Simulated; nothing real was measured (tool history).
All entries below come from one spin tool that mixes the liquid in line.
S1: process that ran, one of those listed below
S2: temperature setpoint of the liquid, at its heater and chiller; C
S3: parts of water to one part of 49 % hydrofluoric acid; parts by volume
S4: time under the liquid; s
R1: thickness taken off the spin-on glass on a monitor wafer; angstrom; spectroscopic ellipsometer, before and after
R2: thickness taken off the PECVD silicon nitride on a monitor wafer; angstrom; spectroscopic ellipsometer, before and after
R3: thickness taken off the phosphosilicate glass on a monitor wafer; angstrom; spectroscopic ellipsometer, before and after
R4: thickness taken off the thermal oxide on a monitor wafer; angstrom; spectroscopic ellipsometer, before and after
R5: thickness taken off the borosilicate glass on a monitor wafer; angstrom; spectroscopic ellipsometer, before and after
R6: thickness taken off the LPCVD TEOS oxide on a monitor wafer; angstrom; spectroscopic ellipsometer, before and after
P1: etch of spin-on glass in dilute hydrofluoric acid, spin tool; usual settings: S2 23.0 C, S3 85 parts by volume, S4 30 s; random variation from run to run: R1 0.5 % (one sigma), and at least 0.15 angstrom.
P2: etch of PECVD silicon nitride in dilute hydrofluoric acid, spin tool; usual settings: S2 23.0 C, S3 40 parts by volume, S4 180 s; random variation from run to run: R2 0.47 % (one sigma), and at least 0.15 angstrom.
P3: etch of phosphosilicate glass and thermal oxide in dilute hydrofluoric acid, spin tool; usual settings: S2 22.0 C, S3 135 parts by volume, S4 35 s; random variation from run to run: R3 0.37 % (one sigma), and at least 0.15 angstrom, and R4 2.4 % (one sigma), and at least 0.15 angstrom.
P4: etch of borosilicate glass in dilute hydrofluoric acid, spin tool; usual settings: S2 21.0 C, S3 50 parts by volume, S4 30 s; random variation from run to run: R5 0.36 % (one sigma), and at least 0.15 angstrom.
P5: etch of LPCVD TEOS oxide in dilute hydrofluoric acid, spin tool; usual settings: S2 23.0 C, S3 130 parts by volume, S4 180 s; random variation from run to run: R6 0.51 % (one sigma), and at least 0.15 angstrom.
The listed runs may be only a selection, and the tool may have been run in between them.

{"run": 1, "hour": 6.0, "S1": "P1", "S2": 23.0, "S3": 85, "S4": 30, "R1": 132.45}
{"run": 2, "hour": 13.7, "S1": "P2", "S2": 18.5, "S3": 40, "S4": 180, "R2": 74.68}
{"run": 3, "hour": 21.2, "S1": "P3", "S2": 22.0, "S3": 135, "S4": 50, "R3": 295.69, "R4": 15.314}
{"run": 4, "hour": 28.6, "S1": "P1", "S2": 18.0, "S3": 110, "S4": 30, "R1": 80.808}
{"run": 5, "hour": 34.5, "S1": "P2", "S2": 23.0, "S3": 40, "S4": 180, "R2": 101.01}
{"run": 6, "hour": 43.0, "S1": "P4", "S2": 21.0, "S3": 50, "S4": 15, "R5": 140.48}
{"run": 7, "hour": 51.1, "S1": "P5", "S2": 23.0, "S3": 130, "S4": 310, "R6": 372.5}
{"run": 8, "hour": 55.6, "S1": "P3", "S2": 22.0, "S3": 135, "S4": 35, "R3": 208.01, "R4": 11.461}
{"run": 9, "hour": 64.6, "S1": "P5", "S2": 23.0, "S3": 130, "S4": 180, "R6": 217.34}
{"run": 10, "hour": 69.3, "S1": "P2", "S2": 23.0, "S3": 20, "S4": 180, "R2": 196.42}
{"run": 11, "hour": 73.6, "S1": "P3", "S2": 27.5, "S3": 135, "S4": 35, "R3": 255.72, "R4": 13.721}
{"run": 12, "hour": 81.2, "S1": "P1", "S2": 23.0, "S3": 85, "S4": 30, "R1": 132.47}
{"run": 13, "hour": 85.3, "S1": "P4", "S2": 21.0, "S3": 50, "S4": 30, "R5": 282.83}
{"run": 14, "hour": 94.0, "S1": "P1", "S2": 23.0, "S3": 85, "S4": 30, "R1": 133.28}
{"run": 15, "hour": 98.1, "S1": "P1", "S2": 23.0, "S3": 85, "S4": 30, "R1": 132.32}
{"run": 16, "hour": 105.5, "S1": "P5", "S2": 28.5, "S3": 130, "S4": 180, "R6": 265.73}
{"run": 17, "hour": 111.1, "S1": "P1", "S2": 23.0, "S3": 85, "S4": 30, "R1": 132.13}
{"run": 18, "hour": 118.7, "S1": "P1", "S2": 23.0, "S3": 85, "S4": 30, "R1": 133.93}
{"run": 19, "hour": 123.3, "S1": "P1", "S2": 23.0, "S3": 85, "S4": 15, "R1": 65.976}
{"run": 20, "hour": 131.8, "S1": "P3", "S2": 22.0, "S3": 80, "S4": 35, "R3": 371.92, "R4": 20.103}
{"run": 21, "hour": 139.4, "S1": "P5", "S2": 23.0, "S3": 205, "S4": 180, "R6": 126.71}
{"run": 22, "hour": 148.5, "S1": "P5", "S2": 23.0, "S3": 130, "S4": 180, "R6": 217.97}
{"run": 23, "hour": 154.5, "S1": "P1", "S2": 23.0, "S3": 40, "S4": 30, "R1": 299.67}
{"run": 24, "hour": 161.3, "S1": "P1", "S2": 19.5, "S3": 85, "S4": 30, "R1": 115.37}
{"run": 25, "hour": 170.2, "S1": "P2", "S2": 23.0, "S3": 40, "S4": 50, "R2": 27.595}
{"run": 26, "hour": 176.6, "S1": "P1", "S2": 23.0, "S3": 85, "S4": 60, "R1": 265.56}
{"run": 27, "hour": 185.6, "S1": "P4", "S2": 27.5, "S3": 50, "S4": 30, "R5": 369.27}
{"run": 28, "hour": 192.8, "S1": "P4", "S2": 21.0, "S3": 30, "S4": 30, "R5": 483.2}
{"run": 29, "hour": 196.9, "S1": "P1", "S2": 23.0, "S3": 140, "S4": 30, "R1": 75.465}
{"run": 30, "hour": 204.7, "S1": "P2", "S2": 23.0, "S3": 40, "S4": 180, "R2": 100.11}
{"run": 31, "hour": 212.0, "S1": "P3", "S2": 22.0, "S3": 135, "S4": 35, "R3": 206.31, "R4": 11.27}
{"run": 32, "hour": 217.9, "S1": "P1", "S2": 27.5, "S3": 85, "S4": 30, "R1": 158.72}
{"run": 33, "hour": 224.3, "S1": "P1", "S2": 23.0, "S3": 85, "S4": 30, "R1": 133.62}
{"run": 34, "hour": 228.6, "S1": "P1", "S2": 23.0, "S3": 85, "S4": 30, "R1": 130.47}
{"run": 35, "hour": 236.9, "S1": "P1", "S2": 23.0, "S3": 85, "S4": 30, "R1": 126.27}
{"run": 36, "hour": 245.7, "S1": "P1", "S2": 23.0, "S3": 85, "S4": 30, "R1": 124.76}
{"run": 37, "hour": 250.8, "S1": "P1", "S2": 23.0, "S3": 85, "S4": 30, "R1": 124.93}
{"run": 38, "hour": 254.8, "S1": "P1", "S2": 23.0, "S3": 85, "S4": 30, "R1": 123.15}
{"run": 39, "hour": 259.9, "S1": "P1", "S2": 23.0, "S3": 85, "S4": 30, "R1": 124.62}
{"run": 40, "hour": 265.2, "S1": "P1", "S2": 23.0, "S3": 85, "S4": 30, "R1": 121.99}
{"run": 41, "hour": 273.4, "S1": "P1", "S2": 23.0, "S3": 85, "S4": 30, "R1": 122.36}
{"run": 42, "hour": 280.8, "S1": "P1", "S2": 23.0, "S3": 85, "S4": 30, "R1": 122.4}
{"run": 43, "hour": 285.3, "S1": "P1", "S2": 23.0, "S3": 85, "S4": 30, "R1": 121.74}

Something has made what P1 gives creep away from where it was; the 2 causes below, each at its own stated size, fit the log equally well:
A: hydrofluoric acid flow below the setpoint (%) = 7.24
B: liquid colder than its thermometer reads (K) = 2.05
The drift started at roughly hour 224.3.

Listed below are the offered check runs, one wafer per run, with question marks in place of results. For which of them would the causes give clearly different outcomes?
{"run": "check 1", "hour": 289.8, "S1": "P5", "S2": 23.0, "S3": 130, "S4": 180, "R6": "?"}
{"run": "check 2", "hour": 289.8, "S1": "P3", "S2": 22.0, "S3": 135, "S4": 35, "R3": "?", "R4": "?"}
{"run": "check 3", "hour": 289.8, "S1": "P2", "S2": 23.0, "S3": 40, "S4": 180, "R2": "?"}
{"run": "check 4", "hour": 289.8, "S1": "P4", "S2": 21.0, "S3": 50, "S4": 30, "R5": "?"}

Expected result of each check under each candidate cause:
check=check_1 result=R6 if_A=199.01 if_B=200.14
check=check_2 result=R3 if_A=189.71 if_B=190.71
check=check_2 result=R4 if_A=10.142 if_B=10.195
check=check_3 result=R2 if_A=93.531 if_B=87.393
check=check_4 result=R5 if_A=260.46 if_B=258.59
Per-check spread between the two closest causes, in the result where they differ most: check 1 0.57 %; check 2 0.53 %; check 3 6.79 %; check 4 0.72 %
The causes can be told apart only by check 3. The other checks would give nearly the same results under each of them.

Running check 3 produced the following: R2 94.274 angstrom. Which one of the listed causes fits?

Of the candidate causes, it is A: hydrofluoric acid flow below the setpoint (%).

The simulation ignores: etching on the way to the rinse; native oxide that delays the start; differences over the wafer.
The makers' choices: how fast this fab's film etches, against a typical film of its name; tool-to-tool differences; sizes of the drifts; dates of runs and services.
